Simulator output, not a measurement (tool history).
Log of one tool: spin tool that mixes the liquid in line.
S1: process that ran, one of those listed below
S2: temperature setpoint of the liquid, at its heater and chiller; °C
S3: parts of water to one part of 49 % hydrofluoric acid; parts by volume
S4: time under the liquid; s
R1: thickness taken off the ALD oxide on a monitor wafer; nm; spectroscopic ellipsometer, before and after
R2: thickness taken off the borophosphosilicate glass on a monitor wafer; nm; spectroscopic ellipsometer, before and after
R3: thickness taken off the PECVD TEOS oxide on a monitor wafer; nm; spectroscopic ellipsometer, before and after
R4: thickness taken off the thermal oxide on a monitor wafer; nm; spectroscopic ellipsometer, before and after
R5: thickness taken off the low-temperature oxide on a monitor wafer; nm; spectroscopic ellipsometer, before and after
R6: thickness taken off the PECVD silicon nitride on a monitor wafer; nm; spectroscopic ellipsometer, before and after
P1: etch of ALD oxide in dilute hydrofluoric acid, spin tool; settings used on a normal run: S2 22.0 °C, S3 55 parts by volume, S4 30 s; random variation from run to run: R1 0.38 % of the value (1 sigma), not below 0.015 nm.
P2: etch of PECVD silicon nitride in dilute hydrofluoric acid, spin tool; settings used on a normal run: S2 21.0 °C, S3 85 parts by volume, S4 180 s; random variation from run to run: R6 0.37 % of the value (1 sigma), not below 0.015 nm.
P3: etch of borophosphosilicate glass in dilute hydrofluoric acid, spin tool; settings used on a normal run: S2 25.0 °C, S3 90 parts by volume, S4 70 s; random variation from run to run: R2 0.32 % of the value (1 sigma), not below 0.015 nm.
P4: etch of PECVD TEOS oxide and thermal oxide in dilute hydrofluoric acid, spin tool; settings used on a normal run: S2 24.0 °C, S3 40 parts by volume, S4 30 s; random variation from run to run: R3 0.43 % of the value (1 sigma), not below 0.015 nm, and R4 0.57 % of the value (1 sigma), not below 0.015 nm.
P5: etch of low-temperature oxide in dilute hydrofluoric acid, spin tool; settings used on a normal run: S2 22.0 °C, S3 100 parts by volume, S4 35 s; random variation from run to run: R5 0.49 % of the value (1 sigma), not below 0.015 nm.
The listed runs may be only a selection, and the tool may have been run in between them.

run 1 hour=7.9 | S1=P1 S2=22.0 S3=55 S4=30 | R1=14.3360
run 2 hour=12.8 | S1=P3 S2=25.0 S3=90 S4=115 | R2=38.213
run 3 hour=17.9 | S1=P1 S2=17.0 S3=55 S4=15 | R1=5.8300
run 4 hour=23.2 | S1=P1 S2=22.0 S3=30 S4=30 | R1=27.1840
run 5 hour=30.1 | S1=P4 S2=24.0 S3=40 S4=30 | R3=7.1941 R4=3.8930
run 6 hour=34.9 | S1=P4 S2=20.5 S3=40 S4=30 | R3=6.1904 R4=3.3911
run 7 hour=39.8 | S1=P3 S2=25.0 S3=40 S4=70 | R2=55.835
run 8 hour=49.0 | S1=P1 S2=22.0 S3=105 S4=30 | R1=7.1189
run 9 hour=57.3 | S1=P1 S2=22.0 S3=55 S4=30 | R1=14.3820
run 10 hour=65.8 | S1=P1 S2=22.0 S3=85 S4=15 | R1=4.4748
run 11 hour=72.6 | S1=P3 S2=17.0 S3=90 S4=70 | R2=16.858
run 12 hour=80.2 | S1=P1 S2=29.0 S3=55 S4=30 | R1=19.1240
run 13 hour=89.9 | S1=P5 S2=22.0 S3=100 S4=50 | R5=13.5320
run 14 hour=99.8 | S1=P5 S2=22.0 S3=100 S4=35 | R5=9.3847
run 15 hour=104.4 | S1=P2 S2=21.0 S3=85 S4=65 | R6=2.3048
run 16 hour=110.8 | S1=P2 S2=28.0 S3=85 S4=180 | R6=10.0480
run 17 hour=120.5 | S1=P1 S2=22.0 S3=55 S4=30 | R1=14.3110
run 18 hour=126.2 | S1=P2 S2=21.0 S3=85 S4=180 | R6=6.3395
run 19 hour=132.4 | S1=P3 S2=25.0 S3=90 S4=70 | R2=23.247
run 20 hour=138.0 | S1=P1 S2=17.0 S3=55 S4=30 | R1=11.6040
run 21 hour=145.8 | S1=P5 S2=29.0 S3=100 S4=35 | R5=12.4450
run 22 hour=155.3 | S1=P1 S2=29.5 S3=105 S4=30 | R1=9.5276
run 23 hour=164.7 | S1=P1 S2=22.0 S3=55 S4=45 | R1=21.5970
run 24 hour=173.3 | S1=P1 S2=22.0 S3=55 S4=30 | R1=14.3950
run 25 hour=179.4 | S1=P4 S2=24.0 S3=20 S4=30 | R3=14.8140 R4=7.9118
run 26 hour=186.6 | S1=P3 S2=25.0 S3=90 S4=70 | R2=23.328
run 27 hour=196.1 | S1=P5 S2=22.0 S3=25 S4=35 | R5=41.6450
run 28 hour=204.7 | S1=P1 S2=22.0 S3=55 S4=15 | R1=7.2211
run 29 hour=213.8 | S1=P4 S2=24.0 S3=40 S4=50 | R3=11.8910 R4=6.5196
run 30 hour=218.5 | S1=P2 S2=21.0 S3=145 S4=180 | R6=3.7567
run 31 hour=226.3 | S1=P2 S2=21.0 S3=85 S4=180 | R6=6.2900
run 32 hour=236.1 | S1=P1 S2=22.0 S3=55 S4=30 | R1=14.4780
run 33 hour=245.1 | S1=P1 S2=22.0 S3=55 S4=30 | R1=14.5100
run 34 hour=250.1 | S1=P1 S2=22.0 S3=55 S4=30 | R1=14.4370
run 35 hour=257.2 | S1=P1 S2=22.0 S3=55 S4=30 | R1=14.9770
run 36 hour=265.7 | S1=P1 S2=22.0 S3=55 S4=30 | R1=15.3690
run 37 hour=275.5 | S1=P1 S2=22.0 S3=55 S4=30 | R1=15.7300
run 38 hour=281.0 | S1=P1 S2=22.0 S3=55 S4=30 | R1=15.6980
run 39 hour=286.2 | S1=P1 S2=22.0 S3=55 S4=30 | R1=15.6750
run 40 hour=293.7 | S1=P1 S2=22.0 S3=55 S4=30 | R1=15.9450
run 41 hour=299.0 | S1=P1 S2=22.0 S3=55 S4=30 | R1=15.9070
run 42 hour=306.1 | S1=P1 S2=22.0 S3=55 S4=30 | R1=16.0160
run 43 hour=311.9 | S1=P1 S2=22.0 S3=55 S4=30 | R1=15.9520

What P1 gives has crept away from where it was. These 2 causes fit the log equally well, each at the size given:
A: liquid hotter than its thermometer reads (K) = 2.4
B: hydrofluoric acid flow above the setpoint (%) = 9.73
The creep began at about hour 250.1.

Which of the 4 check runs listed below separates the causes, so that each cause would produce a clearly different result? Each run uses one wafer, and its results are marked with question marks.
run check 1 hour=317.7 | S1=P5 S2=22.0 S3=30 S4=50 | R5=?
run check 2 hour=317.7 | S1=P4 S2=24.0 S3=20 S4=30 | R3=? R4=?
run check 3 hour=317.7 | S1=P3 S2=18.0 S3=50 S4=70 | R2=?
run check 4 hour=317.7 | S1=P2 S2=27.0 S3=85 S4=180 | R6=?

What each check would give under each cause:
check=check_1 result=R5 if_A=54.2660 if_B=54.0080
check=check_2 result=R3 if_A=16.3130 if_B=16.2250
check=check_2 result=R4 if_A=8.8390 if_B=8.7916
check=check_3 result=R2 if_A=36.544 if_B=36.371
check=check_4 result=R6 if_A=10.9880 if_B=10.3300
Separation of the two closest causes in each check, using whichever result separates them best: check 1 0.48 %; check 2 0.54 %; check 3 0.47 %; check 4 6.18 %
Check 4 distinguishes between the causes, while the remaining checks would return nearly the same result for all of them.

With check 4 done, the readings were: R6 10.9590 nm. Identify which of the listed causes applies.

It was cause A: liquid hotter than its thermometer reads (K).

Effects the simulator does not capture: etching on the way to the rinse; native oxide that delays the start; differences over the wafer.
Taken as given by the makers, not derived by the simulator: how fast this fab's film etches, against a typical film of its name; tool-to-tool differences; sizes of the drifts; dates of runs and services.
